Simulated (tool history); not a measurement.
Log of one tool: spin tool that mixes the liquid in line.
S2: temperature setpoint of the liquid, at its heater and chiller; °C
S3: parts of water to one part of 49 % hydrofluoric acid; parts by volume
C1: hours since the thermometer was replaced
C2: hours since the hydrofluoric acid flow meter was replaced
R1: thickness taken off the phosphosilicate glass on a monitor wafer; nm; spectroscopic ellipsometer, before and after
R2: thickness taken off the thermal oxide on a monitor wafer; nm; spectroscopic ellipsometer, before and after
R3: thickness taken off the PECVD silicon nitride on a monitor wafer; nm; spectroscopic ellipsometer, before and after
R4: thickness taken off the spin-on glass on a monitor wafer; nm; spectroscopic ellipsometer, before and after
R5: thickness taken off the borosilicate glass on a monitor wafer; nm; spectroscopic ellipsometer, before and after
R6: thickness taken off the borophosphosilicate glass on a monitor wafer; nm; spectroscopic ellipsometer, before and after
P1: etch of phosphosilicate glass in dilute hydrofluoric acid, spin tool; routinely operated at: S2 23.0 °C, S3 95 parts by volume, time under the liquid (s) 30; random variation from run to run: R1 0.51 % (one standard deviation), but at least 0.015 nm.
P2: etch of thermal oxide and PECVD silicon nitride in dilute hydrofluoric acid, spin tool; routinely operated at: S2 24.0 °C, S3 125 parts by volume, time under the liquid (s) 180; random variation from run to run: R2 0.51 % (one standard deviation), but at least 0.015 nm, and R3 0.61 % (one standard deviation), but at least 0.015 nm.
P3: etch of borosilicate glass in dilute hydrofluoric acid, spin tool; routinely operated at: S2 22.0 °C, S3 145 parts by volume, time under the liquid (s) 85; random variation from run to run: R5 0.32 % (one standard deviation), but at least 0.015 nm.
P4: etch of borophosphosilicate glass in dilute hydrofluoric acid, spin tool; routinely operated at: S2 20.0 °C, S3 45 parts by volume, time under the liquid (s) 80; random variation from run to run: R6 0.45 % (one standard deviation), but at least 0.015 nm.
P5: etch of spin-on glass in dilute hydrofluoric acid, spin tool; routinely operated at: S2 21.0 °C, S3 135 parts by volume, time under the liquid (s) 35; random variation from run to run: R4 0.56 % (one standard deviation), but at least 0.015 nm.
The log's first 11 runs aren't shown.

run 12 hour=85.1 | process_that_ran=P2 S2=17.0 S3=125 time_under_the_liquid_(s)=180 | C1=295.1 C2=746.1 | R2=4.8614 R3=3.4049
-- hour=88.4 hydrofluoric acid flow meter replaced
run 13 hour=91.6 | process_that_ran=P1 S2=23.0 S3=95 time_under_the_liquid_(s)=30 | C1=301.6 C2=3.2 | R1=18.2280
run 14 hour=97.1 | process_that_ran=P1 S2=23.0 S3=170 time_under_the_liquid_(s)=30 | C1=307.1 C2=8.7 | R1=9.3341
run 15 hour=105.0 | process_that_ran=P5 S2=21.0 S3=135 time_under_the_liquid_(s)=35 | C1=315.0 C2=16.6 | R4=8.0465
run 16 hour=111.9 | process_that_ran=P4 S2=20.0 S3=45 time_under_the_liquid_(s)=80 | C1=321.9 C2=23.5 | R6=58.737
run 17 hour=120.3 | process_that_ran=P5 S2=21.0 S3=135 time_under_the_liquid_(s)=60 | C1=330.3 C2=31.9 | R4=13.8580
run 18 hour=128.0 | process_that_ran=P2 S2=24.0 S3=220 time_under_the_liquid_(s)=180 | C1=338.0 C2=39.6 | R2=3.2378 R3=3.1032
run 19 hour=133.9 | process_that_ran=P5 S2=17.0 S3=135 time_under_the_liquid_(s)=35 | C1=343.9 C2=45.5 | R4=6.9005
run 20 hour=138.5 | process_that_ran=P4 S2=20.0 S3=65 time_under_the_liquid_(s)=80 | C1=348.5 C2=50.1 | R6=39.705
run 21 hour=143.1 | process_that_ran=P1 S2=23.0 S3=95 time_under_the_liquid_(s)=15 | C1=353.1 C2=54.7 | R1=9.0422
run 22 hour=152.2 | process_that_ran=P1 S2=23.0 S3=25 time_under_the_liquid_(s)=30 | C1=362.2 C2=63.8 | R1=75.5170
run 23 hour=157.8 | process_that_ran=P5 S2=21.0 S3=135 time_under_the_liquid_(s)=35 | C1=367.8 C2=69.4 | R4=8.1676
run 24 hour=164.7 | process_that_ran=P3 S2=22.0 S3=205 time_under_the_liquid_(s)=85 | C1=374.7 C2=76.3 | R5=14.081
run 25 hour=173.5 | process_that_ran=P3 S2=30.0 S3=145 time_under_the_liquid_(s)=85 | C1=383.5 C2=85.1 | R5=28.638
run 26 hour=182.4 | process_that_ran=P2 S2=24.0 S3=125 time_under_the_liquid_(s)=15 | C1=392.4 C2=94.0 | R2=0.5323 R3=0.4612
run 27 hour=189.0 | process_that_ran=P4 S2=20.0 S3=45 time_under_the_liquid_(s)=120 | C1=399.0 C2=100.6 | R6=88.810

The next listed run, before its measurement:
run 28 hour=198.5 | process_that_ran=P1 S2=23.0 S3=95 time_under_the_liquid_(s)=30 | C1=408.5 C2=110.1 | R1=?

R1: 18.2910 nm
